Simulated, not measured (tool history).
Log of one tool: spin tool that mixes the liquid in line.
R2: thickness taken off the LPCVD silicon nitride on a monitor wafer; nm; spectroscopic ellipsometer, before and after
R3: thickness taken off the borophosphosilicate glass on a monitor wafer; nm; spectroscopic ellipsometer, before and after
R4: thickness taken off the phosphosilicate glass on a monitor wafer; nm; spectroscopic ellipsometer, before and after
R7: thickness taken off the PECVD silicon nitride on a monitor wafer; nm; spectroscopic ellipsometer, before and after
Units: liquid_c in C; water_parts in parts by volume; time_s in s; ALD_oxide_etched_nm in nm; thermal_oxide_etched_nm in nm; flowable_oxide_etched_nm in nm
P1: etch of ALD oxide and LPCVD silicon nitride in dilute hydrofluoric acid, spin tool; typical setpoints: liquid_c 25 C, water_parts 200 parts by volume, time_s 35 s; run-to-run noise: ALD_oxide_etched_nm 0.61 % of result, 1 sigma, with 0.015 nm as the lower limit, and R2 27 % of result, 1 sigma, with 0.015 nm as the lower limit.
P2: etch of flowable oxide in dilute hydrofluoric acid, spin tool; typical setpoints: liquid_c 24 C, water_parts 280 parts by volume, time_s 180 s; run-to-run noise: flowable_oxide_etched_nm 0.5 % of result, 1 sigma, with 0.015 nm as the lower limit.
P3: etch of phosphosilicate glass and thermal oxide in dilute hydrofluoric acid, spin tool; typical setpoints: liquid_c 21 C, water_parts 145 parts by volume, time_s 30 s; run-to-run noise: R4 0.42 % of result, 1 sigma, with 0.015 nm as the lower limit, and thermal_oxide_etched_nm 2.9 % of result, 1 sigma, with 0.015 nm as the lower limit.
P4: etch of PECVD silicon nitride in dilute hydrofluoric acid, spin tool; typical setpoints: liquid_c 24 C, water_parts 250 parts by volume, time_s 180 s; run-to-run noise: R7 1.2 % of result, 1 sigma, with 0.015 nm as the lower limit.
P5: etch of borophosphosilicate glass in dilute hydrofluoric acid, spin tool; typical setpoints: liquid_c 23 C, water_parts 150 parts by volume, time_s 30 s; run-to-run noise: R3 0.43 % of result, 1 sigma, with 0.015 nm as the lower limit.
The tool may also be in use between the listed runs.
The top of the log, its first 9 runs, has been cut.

Run 10, hour 37.1: process P3, liquid_c 27.5 C, water_parts 145 parts by volume, time_s 30 s. Result: R4 40.481 nm, thermal_oxide_etched_nm 1.0601 nm.
Run 11, hour 41.9: process P1, liquid_c 19.5 C, water_parts 200 parts by volume, time_s 55 s. Result: ALD_oxide_etched_nm 5.0759 nm, R2 0.14643 nm.
Run 12, hour 45.8: process P5, liquid_c 23 C, water_parts 150 parts by volume, time_s 45 s. Result: R3 13.729 nm.
Run 13, hour 48.7: process P2, liquid_c 24 C, water_parts 65 parts by volume, time_s 180 s. Result: flowable_oxide_etched_nm 96.654 nm.
Run 14, hour 52.5: process P1, liquid_c 25 C, water_parts 200 parts by volume, time_s 15 s. Result: ALD_oxide_etched_nm 1.7041 nm, R2 0.054745 nm.
Run 15, hour 56.6: process P5, liquid_c 23 C, water_parts 150 parts by volume, time_s 30 s. Result: R3 9.1881 nm.
Run 16, hour 61: process P5, liquid_c 26.5 C, water_parts 150 parts by volume, time_s 30 s. Result: R3 10.479 nm.
Run 17, hour 63.2: process P1, liquid_c 25 C, water_parts 200 parts by volume, time_s 35 s. Result: ALD_oxide_etched_nm 4.0426 nm, R2 0.097626 nm.
Run 18, hour 67.8: process P1, liquid_c 25 C, water_parts 345 parts by volume, time_s 35 s. Result: ALD_oxide_etched_nm 2.0215 nm, R2 0.06136 nm.
Run 19, hour 70.7: process P2, liquid_c 24 C, water_parts 280 parts by volume, time_s 30 s. Result: flowable_oxide_etched_nm 2.9075 nm.
Run 20, hour 74: process P1, liquid_c 25 C, water_parts 200 parts by volume, time_s 35 s. Result: ALD_oxide_etched_nm 3.9905 nm, R2 0.092778 nm.
Run 21, hour 77.1: process P1, liquid_c 25 C, water_parts 200 parts by volume, time_s 55 s. Result: ALD_oxide_etched_nm 6.3324 nm, R2 0.17628 nm.
Run 22, hour 80.1: process P4, liquid_c 24 C, water_parts 120 parts by volume, time_s 180 s. Result: R7 3.913 nm.
Run 23, hour 82.6: process P4, liquid_c 24 C, water_parts 250 parts by volume, time_s 330 s. Result: R7 3.4469 nm.
Run 24, hour 85.6: process P4, liquid_c 24 C, water_parts 250 parts by volume, time_s 180 s. Result: R7 1.9386 nm.
Run 25, hour 90.1: process P1, liquid_c 25 C, water_parts 200 parts by volume, time_s 35 s. Result: ALD_oxide_etched_nm 3.9732 nm, R2 0.11829 nm.
Run 26, hour 93.7: process P5, liquid_c 23 C, water_parts 240 parts by volume, time_s 30 s. Result: R3 5.2328 nm.

The next listed run, before its measurement:
Run 27, hour 97.9: process P1, liquid_c 25 C, water_parts 35 parts by volume, time_s 35 s. Result: ALD_oxide_etched_nm ?, R2 ?.

ALD_oxide_etched_nm: 27.954 nm
R2: 0.25402 nm

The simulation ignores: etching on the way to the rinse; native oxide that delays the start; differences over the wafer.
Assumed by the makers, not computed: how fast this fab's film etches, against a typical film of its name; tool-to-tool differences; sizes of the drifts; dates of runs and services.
